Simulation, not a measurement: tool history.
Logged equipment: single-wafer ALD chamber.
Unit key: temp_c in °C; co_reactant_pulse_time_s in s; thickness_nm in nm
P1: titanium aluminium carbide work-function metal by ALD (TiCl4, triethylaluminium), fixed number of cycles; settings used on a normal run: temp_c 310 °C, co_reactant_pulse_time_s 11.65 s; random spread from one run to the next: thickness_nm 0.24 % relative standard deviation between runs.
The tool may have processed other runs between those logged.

run	hour	temp_c	co_reactant_pulse_time_s	thickness_nm
1	12.4	310	11.65	2.1205
2	21.4	310	11.65	2.1155
3	34.4	310	11.65	2.1250
4	47.5	310	4.19	1.6510
5	63.7	310	16.26	2.1573
# hour 64.6: triethylaluminium bottle replaced
6	78.5	310	11.65	2.1141
7	86.3	310	11.65	2.1215
8	100.0	325	11.65	2.2523
9	111.1	310	11.65	2.1227
10	122.7	330	17.07	2.3428
11	138.4	326	16.43	2.2904
12	153.3	326	16.25	2.2919
# hour 154.9: thermocouple changed; heater temperature recalibrated
13	164.3	288	11.65	1.9248
14	180.1	310	11.65	2.1141
15	188.4	310	11.65	2.1136

Expected results for the next run?
16	199.1	310	11.65	?

{"run 16": {"thickness_nm": 2.0962}}
